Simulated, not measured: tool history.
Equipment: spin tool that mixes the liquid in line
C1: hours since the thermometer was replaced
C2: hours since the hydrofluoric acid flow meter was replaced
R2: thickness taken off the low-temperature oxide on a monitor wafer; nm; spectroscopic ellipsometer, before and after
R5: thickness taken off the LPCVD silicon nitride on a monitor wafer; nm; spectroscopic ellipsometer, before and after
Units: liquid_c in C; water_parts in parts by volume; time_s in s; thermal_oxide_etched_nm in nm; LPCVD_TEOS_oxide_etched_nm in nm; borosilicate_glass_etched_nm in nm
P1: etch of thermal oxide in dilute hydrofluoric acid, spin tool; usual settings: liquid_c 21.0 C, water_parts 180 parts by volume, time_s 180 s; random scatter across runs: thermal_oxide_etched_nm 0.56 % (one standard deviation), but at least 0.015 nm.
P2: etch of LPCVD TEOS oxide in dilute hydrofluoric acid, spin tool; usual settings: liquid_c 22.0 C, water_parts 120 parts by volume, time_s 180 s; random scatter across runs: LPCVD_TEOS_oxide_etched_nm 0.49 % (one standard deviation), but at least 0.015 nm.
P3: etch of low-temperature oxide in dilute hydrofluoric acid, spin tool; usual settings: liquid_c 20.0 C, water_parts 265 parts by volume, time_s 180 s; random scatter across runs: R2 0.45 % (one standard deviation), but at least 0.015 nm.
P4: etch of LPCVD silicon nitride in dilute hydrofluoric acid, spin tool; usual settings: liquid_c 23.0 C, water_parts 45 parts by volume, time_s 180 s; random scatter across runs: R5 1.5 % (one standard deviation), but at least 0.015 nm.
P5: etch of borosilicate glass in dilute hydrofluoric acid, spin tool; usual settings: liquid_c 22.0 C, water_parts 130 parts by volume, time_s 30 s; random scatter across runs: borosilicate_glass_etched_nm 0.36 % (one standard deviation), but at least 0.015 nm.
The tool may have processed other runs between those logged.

{"run": 1, "day": 0.171, "process": "P1", "liquid_c": 21.0, "water_parts": 180, "time_s": 180, "C1": 422.5, "C2": 358.7, "thermal_oxide_etched_nm": 3.7908}
{"run": 2, "day": 0.396, "process": "P3", "liquid_c": 20.0, "water_parts": 265, "time_s": 180, "C1": 427.9, "C2": 364.1, "R2": 6.5817}
{"run": 3, "day": 0.683, "process": "P2", "liquid_c": 28.5, "water_parts": 120, "time_s": 180, "C1": 434.8, "C2": 371.0, "LPCVD_TEOS_oxide_etched_nm": 29.097}
{"run": 4, "day": 0.867, "process": "P1", "liquid_c": 25.5, "water_parts": 90, "time_s": 180, "C1": 439.2, "C2": 375.4, "thermal_oxide_etched_nm": 10.147}
{"run": 5, "day": 1.1, "process": "P1", "liquid_c": 21.0, "water_parts": 180, "time_s": 95, "C1": 444.8, "C2": 381.0, "thermal_oxide_etched_nm": 2.0024}
{"run": 6, "day": 1.321, "process": "P3", "liquid_c": 20.0, "water_parts": 160, "time_s": 180, "C1": 450.1, "C2": 386.3, "R2": 11.983}
{"run": 7, "day": 1.529, "process": "P3", "liquid_c": 20.0, "water_parts": 265, "time_s": 50, "C1": 455.1, "C2": 391.3, "R2": 1.7922}
{"run": 8, "day": 1.875, "process": "P2", "liquid_c": 22.0, "water_parts": 120, "time_s": 180, "C1": 463.4, "C2": 399.6, "LPCVD_TEOS_oxide_etched_nm": 22.609}
{"run": 9, "day": 2.05, "process": "P5", "liquid_c": 17.5, "water_parts": 130, "time_s": 30, "C1": 467.6, "C2": 403.8, "borosilicate_glass_etched_nm": 7.7914}
{"run": 10, "day": 2.246, "process": "P1", "liquid_c": 21.0, "water_parts": 180, "time_s": 180, "C1": 472.3, "C2": 408.5, "thermal_oxide_etched_nm": 3.8378}
{"run": 11, "day": 2.442, "process": "P4", "liquid_c": 23.0, "water_parts": 45, "time_s": 180, "C1": 477.0, "C2": 413.2, "R5": 1.6723}
{"run": 12, "day": 2.638, "process": "P1", "liquid_c": 24.5, "water_parts": 180, "time_s": 60, "C1": 481.7, "C2": 417.9, "thermal_oxide_etched_nm": 1.4304}
{"run": 13, "day": 2.846, "process": "P1", "liquid_c": 21.0, "water_parts": 180, "time_s": 180, "C1": 486.7, "C2": 422.9, "thermal_oxide_etched_nm": 3.8145}
{"run": 14, "day": 3.142, "process": "P3", "liquid_c": 20.0, "water_parts": 265, "time_s": 180, "C1": 493.8, "C2": 430.0, "R2": 6.5697}
{"run": 15, "day": 3.446, "process": "P1", "liquid_c": 21.0, "water_parts": 180, "time_s": 355, "C1": 501.1, "C2": 437.3, "thermal_oxide_etched_nm": 7.553}
{"run": 16, "day": 3.8, "process": "P5", "liquid_c": 22.0, "water_parts": 50, "time_s": 30, "C1": 509.6, "C2": 445.8, "borosilicate_glass_etched_nm": 26.587}
{"day": 3.862, "done": "thermometer replaced"}
{"run": 17, "day": 4.108, "process": "P2", "liquid_c": 22.0, "water_parts": 55, "time_s": 180, "C1": 5.9, "C2": 453.2, "LPCVD_TEOS_oxide_etched_nm": 53.417}
{"run": 18, "day": 4.296, "process": "P1", "liquid_c": 21.0, "water_parts": 280, "time_s": 180, "C1": 10.4, "C2": 457.7, "thermal_oxide_etched_nm": 2.2358}
{"run": 19, "day": 4.596, "process": "P1", "liquid_c": 21.0, "water_parts": 180, "time_s": 180, "C1": 17.6, "C2": 464.9, "thermal_oxide_etched_nm": 3.8113}
{"run": 20, "day": 4.933, "process": "P1", "liquid_c": 21.0, "water_parts": 30, "time_s": 180, "C1": 25.7, "C2": 473.0, "thermal_oxide_etched_nm": 26.733}
{"run": 21, "day": 5.25, "process": "P5", "liquid_c": 22.0, "water_parts": 130, "time_s": 30, "C1": 33.3, "C2": 480.6, "borosilicate_glass_etched_nm": 9.2705}
{"run": 22, "day": 5.479, "process": "P3", "liquid_c": 25.0, "water_parts": 265, "time_s": 180, "C1": 38.8, "C2": 486.1, "R2": 7.7968}
{"run": 23, "day": 5.7, "process": "P2", "liquid_c": 22.0, "water_parts": 120, "time_s": 180, "C1": 44.1, "C2": 491.4, "LPCVD_TEOS_oxide_etched_nm": 22.504}
{"run": 24, "day": 5.908, "process": "P4", "liquid_c": 23.0, "water_parts": 45, "time_s": 180, "C1": 49.1, "C2": 496.4, "R5": 1.7413}
{"run": 25, "day": 6.179, "process": "P5", "liquid_c": 22.0, "water_parts": 130, "time_s": 15, "C1": 55.6, "C2": 502.9, "borosilicate_glass_etched_nm": 4.6442}
{"run": 26, "day": 6.479, "process": "P1", "liquid_c": 17.0, "water_parts": 180, "time_s": 180, "C1": 62.8, "C2": 510.1, "thermal_oxide_etched_nm": 3.2422}
{"run": 27, "day": 6.742, "process": "P1", "liquid_c": 17.0, "water_parts": 115, "time_s": 180, "C1": 69.1, "C2": 516.4, "thermal_oxide_etched_nm": 5.4018}
{"run": 28, "day": 6.996, "process": "P2", "liquid_c": 22.0, "water_parts": 120, "time_s": 325, "C1": 75.2, "C2": 522.5, "LPCVD_TEOS_oxide_etched_nm": 40.511}
{"run": 29, "day": 7.292, "process": "P1", "liquid_c": 25.0, "water_parts": 180, "time_s": 180, "C1": 82.3, "C2": 529.6, "thermal_oxide_etched_nm": 4.4283}
{"run": 30, "day": 7.629, "process": "P4", "liquid_c": 23.0, "water_parts": 45, "time_s": 315, "C1": 90.4, "C2": 537.7, "R5": 3.1207}
{"day": 7.796, "done": "hydrofluoric acid flow meter replaced"}
{"run": 31, "day": 7.925, "process": "P4", "liquid_c": 27.0, "water_parts": 45, "time_s": 180, "C1": 97.5, "C2": 3.1, "R5": 2.201}
{"run": 32, "day": 8.192, "process": "P5", "liquid_c": 22.0, "water_parts": 130, "time_s": 30, "C1": 103.9, "C2": 9.5, "borosilicate_glass_etched_nm": 9.2476}
{"run": 33, "day": 8.367, "process": "P4", "liquid_c": 23.0, "water_parts": 25, "time_s": 180, "C1": 108.1, "C2": 13.7, "R5": 3.0461}
{"run": 34, "day": 8.567, "process": "P1", "liquid_c": 21.0, "water_parts": 180, "time_s": 180, "C1": 112.9, "C2": 18.5, "thermal_oxide_etched_nm": 3.7964}

Expected results for the next run?
{"run": 35, "day": 8.846, "process": "P1", "liquid_c": 21.0, "water_parts": 180, "time_s": 180, "C1": 119.6, "C2": 25.2, "thermal_oxide_etched_nm": "?"}

Run 35 gave thermal_oxide_etched_nm 3.8071 nm.

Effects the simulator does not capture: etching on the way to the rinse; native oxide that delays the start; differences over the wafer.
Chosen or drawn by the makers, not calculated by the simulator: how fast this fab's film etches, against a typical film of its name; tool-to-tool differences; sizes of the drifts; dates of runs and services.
